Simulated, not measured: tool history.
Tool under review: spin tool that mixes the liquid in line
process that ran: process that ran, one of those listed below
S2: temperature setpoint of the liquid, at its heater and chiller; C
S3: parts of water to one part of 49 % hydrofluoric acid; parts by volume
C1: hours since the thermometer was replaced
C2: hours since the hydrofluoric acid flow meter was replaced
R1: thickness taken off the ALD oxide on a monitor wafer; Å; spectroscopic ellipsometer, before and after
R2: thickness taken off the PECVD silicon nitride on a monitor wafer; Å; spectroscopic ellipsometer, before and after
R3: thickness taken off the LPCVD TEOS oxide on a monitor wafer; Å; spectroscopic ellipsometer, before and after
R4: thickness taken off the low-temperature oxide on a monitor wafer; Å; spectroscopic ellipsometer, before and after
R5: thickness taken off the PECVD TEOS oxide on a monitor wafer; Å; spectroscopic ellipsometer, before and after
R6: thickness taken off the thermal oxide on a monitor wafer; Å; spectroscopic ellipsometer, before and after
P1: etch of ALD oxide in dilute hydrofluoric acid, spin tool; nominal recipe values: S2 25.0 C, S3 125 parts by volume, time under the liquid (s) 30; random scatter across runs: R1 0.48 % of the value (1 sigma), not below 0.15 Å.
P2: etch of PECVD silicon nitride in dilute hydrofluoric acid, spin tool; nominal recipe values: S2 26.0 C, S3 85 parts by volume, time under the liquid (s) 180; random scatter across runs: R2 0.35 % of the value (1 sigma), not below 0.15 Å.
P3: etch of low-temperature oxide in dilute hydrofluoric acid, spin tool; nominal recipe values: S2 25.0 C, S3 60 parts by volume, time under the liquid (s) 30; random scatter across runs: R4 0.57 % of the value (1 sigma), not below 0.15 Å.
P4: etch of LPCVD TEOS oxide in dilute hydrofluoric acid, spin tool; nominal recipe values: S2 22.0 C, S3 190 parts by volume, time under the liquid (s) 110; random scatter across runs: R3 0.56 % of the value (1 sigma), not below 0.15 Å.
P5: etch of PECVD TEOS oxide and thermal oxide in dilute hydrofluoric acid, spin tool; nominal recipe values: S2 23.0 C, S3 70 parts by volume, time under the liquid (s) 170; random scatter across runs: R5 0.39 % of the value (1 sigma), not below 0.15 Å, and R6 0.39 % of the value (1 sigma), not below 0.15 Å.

run 1 hour=5.4 | process_that_ran=P1 S2=25.0 S3=125 time_under_the_liquid_(s)=30 | C1=632.4 C2=1174.5 | R1=48.583
run 2 hour=12.3 | process_that_ran=P1 S2=25.0 S3=125 time_under_the_liquid_(s)=30 | C1=639.3 C2=1181.4 | R1=48.708
run 3 hour=18.0 | process_that_ran=P1 S2=25.0 S3=205 time_under_the_liquid_(s)=30 | C1=645.0 C2=1187.1 | R1=26.987
run 4 hour=22.5 | process_that_ran=P2 S2=26.0 S3=85 time_under_the_liquid_(s)=80 | C1=649.5 C2=1191.6 | R2=30.154
run 5 hour=26.2 | process_that_ran=P1 S2=25.0 S3=60 time_under_the_liquid_(s)=30 | C1=653.2 C2=1195.3 | R1=109.100
run 6 hour=29.8 | process_that_ran=P2 S2=26.0 S3=85 time_under_the_liquid_(s)=180 | C1=656.8 C2=1198.9 | R2=67.799
run 7 hour=35.7 | process_that_ran=P1 S2=25.0 S3=125 time_under_the_liquid_(s)=30 | C1=662.7 C2=1204.8 | R1=49.006
run 8 hour=42.6 | process_that_ran=P1 S2=25.0 S3=205 time_under_the_liquid_(s)=45 | C1=669.6 C2=1211.7 | R1=40.457
run 9 hour=49.1 | process_that_ran=P4 S2=22.0 S3=190 time_under_the_liquid_(s)=15 | C1=676.1 C2=1218.2 | R3=36.661
run 10 hour=52.6 | process_that_ran=P1 S2=25.0 S3=125 time_under_the_liquid_(s)=30 | C1=679.6 C2=1221.7 | R1=48.208
run 11 hour=57.3 | process_that_ran=P1 S2=31.0 S3=125 time_under_the_liquid_(s)=30 | C1=684.3 C2=1226.4 | R1=60.494
run 12 hour=64.3 | process_that_ran=P3 S2=25.0 S3=60 time_under_the_liquid_(s)=30 | C1=691.3 C2=1233.4 | R4=78.847
run 13 hour=70.0 | process_that_ran=P4 S2=17.0 S3=190 time_under_the_liquid_(s)=110 | C1=697.0 C2=1239.1 | R3=222.470
run 14 hour=74.8 | process_that_ran=P5 S2=17.0 S3=70 time_under_the_liquid_(s)=170 | C1=701.8 C2=1243.9 | R5=353.11 R6=90.077
run 15 hour=81.5 | process_that_ran=P3 S2=25.0 S3=110 time_under_the_liquid_(s)=30 | C1=708.5 C2=1250.6 | R4=40.202
run 16 hour=87.4 | process_that_ran=P1 S2=25.0 S3=125 time_under_the_liquid_(s)=50 | C1=714.4 C2=1256.5 | R1=80.720
run 17 hour=92.1 | process_that_ran=P2 S2=26.0 S3=120 time_under_the_liquid_(s)=180 | C1=719.1 C2=1261.2 | R2=48.580
run 18 hour=97.6 | process_that_ran=P3 S2=25.0 S3=60 time_under_the_liquid_(s)=30 | C1=724.6 C2=1266.7 | R4=78.576
run 19 hour=103.6 | process_that_ran=P5 S2=23.0 S3=40 time_under_the_liquid_(s)=170 | C1=730.6 C2=1272.7 | R5=825.72 R6=210.900
run 20 hour=108.5 | process_that_ran=P4 S2=22.0 S3=300 time_under_the_liquid_(s)=110 | C1=735.5 C2=1277.6 | R3=154.300
run 21 hour=112.7 | process_that_ran=P3 S2=32.0 S3=60 time_under_the_liquid_(s)=30 | C1=739.7 C2=1281.8 | R4=103.180
run 22 hour=115.8 | process_that_ran=P1 S2=25.0 S3=125 time_under_the_liquid_(s)=15 | C1=742.8 C2=1284.9 | R1=24.183
run 23 hour=122.7 | process_that_ran=P1 S2=25.0 S3=125 time_under_the_liquid_(s)=30 | C1=749.7 C2=1291.8 | R1=48.972
run 24 hour=126.8 | process_that_ran=P3 S2=25.0 S3=60 time_under_the_liquid_(s)=15 | C1=753.8 C2=1295.9 | R4=39.569
run 25 hour=132.5 | process_that_ran=P2 S2=20.5 S3=85 time_under_the_liquid_(s)=180 | C1=759.5 C2=1301.6 | R2=47.190
run 26 hour=138.5 | process_that_ran=P1 S2=20.0 S3=125 time_under_the_liquid_(s)=15 | C1=765.5 C2=1307.6 | R1=20.251
run 27 hour=143.7 | process_that_ran=P4 S2=22.0 S3=190 time_under_the_liquid_(s)=110 | C1=770.7 C2=1312.8 | R3=268.310
run 28 hour=149.6 | process_that_ran=P1 S2=19.0 S3=125 time_under_the_liquid_(s)=30 | C1=776.6 C2=1318.7 | R1=38.219
run 29 hour=153.9 | process_that_ran=P1 S2=18.0 S3=50 time_under_the_liquid_(s)=30 | C1=780.9 C2=1323.0 | R1=98.558
run 30 hour=160.0 | process_that_ran=P5 S2=23.0 S3=70 time_under_the_liquid_(s)=170 | C1=787.0 C2=1329.1 | R5=454.15 R6=115.600
run 31 hour=163.6 | process_that_ran=P5 S2=23.0 S3=70 time_under_the_liquid_(s)=300 | C1=790.6 C2=1332.7 | R5=805.78 R6=203.890
run 32 hour=169.0 | process_that_ran=P1 S2=25.0 S3=125 time_under_the_liquid_(s)=30 | C1=796.0 C2=1338.1 | R1=48.981
run 33 hour=174.1 | process_that_ran=P1 S2=25.0 S3=125 time_under_the_liquid_(s)=30 | C1=801.1 C2=1343.2 | R1=50.605
run 34 hour=181.3 | process_that_ran=P1 S2=25.0 S3=125 time_under_the_liquid_(s)=30 | C1=808.3 C2=1350.4 | R1=51.859
run 35 hour=188.3 | process_that_ran=P1 S2=25.0 S3=125 time_under_the_liquid_(s)=30 | C1=815.3 C2=1357.4 | R1=51.952
run 36 hour=194.6 | process_that_ran=P1 S2=25.0 S3=125 time_under_the_liquid_(s)=30 | C1=821.6 C2=1363.7 | R1=52.474
run 37 hour=198.6 | process_that_ran=P1 S2=25.0 S3=125 time_under_the_liquid_(s)=30 | C1=825.6 C2=1367.7 | R1=52.363
run 38 hour=204.0 | process_that_ran=P1 S2=25.0 S3=125 time_under_the_liquid_(s)=30 | C1=831.0 C2=1373.1 | R1=52.077

The output of P1 has drifted from where it used to be. Each of the 2 causes below, taken at the size shown beside it, accounts for the log equally well:
A: liquid hotter than its thermometer reads (K) = 1.91
B: hydrofluoric acid flow above the setpoint (%) = 6.53
The gradual shift began around hour 169.0.

Listed below are the offered check runs, one wafer per run, with question marks in place of results. For which of them would the causes give clearly different outcomes?
run check 1 hour=209.4 | process_that_ran=P2 S2=26.0 S3=85 time_under_the_liquid_(s)=180 | R2=?
run check 2 hour=209.4 | process_that_ran=P4 S2=22.0 S3=190 time_under_the_liquid_(s)=110 | R3=?
run check 3 hour=209.4 | process_that_ran=P3 S2=25.0 S3=60 time_under_the_liquid_(s)=30 | R4=?
run check 4 hour=209.4 | process_that_ran=P5 S2=23.0 S3=70 time_under_the_liquid_(s)=170 | R5=? R6=?

Check results expected under each cause:
check=check_1 result=R2 if_A=77.131 if_B=72.558
check=check_2 result=R3 if_A=289.590 if_B=290.640
check=check_3 result=R4 if_A=84.994 if_B=84.273
check=check_4 result=R5 if_A=490.86 if_B=486.58
check=check_4 result=R6 if_A=124.810 if_B=123.730
Smallest distance between any two causes, each pair judged by its most separating result, in per cent: check 1 6.11 %; check 2 0.36 %; check 3 0.85 %; check 4 0.88 %
Of the check runs offered, only check 1 discriminates between the causes; the rest would read about the same regardless of which cause applies.

Then check 1 was run and gave: R2 72.225 Å. Which cause is it?

Of the candidate causes, it is B: hydrofluoric acid flow above the setpoint (%).
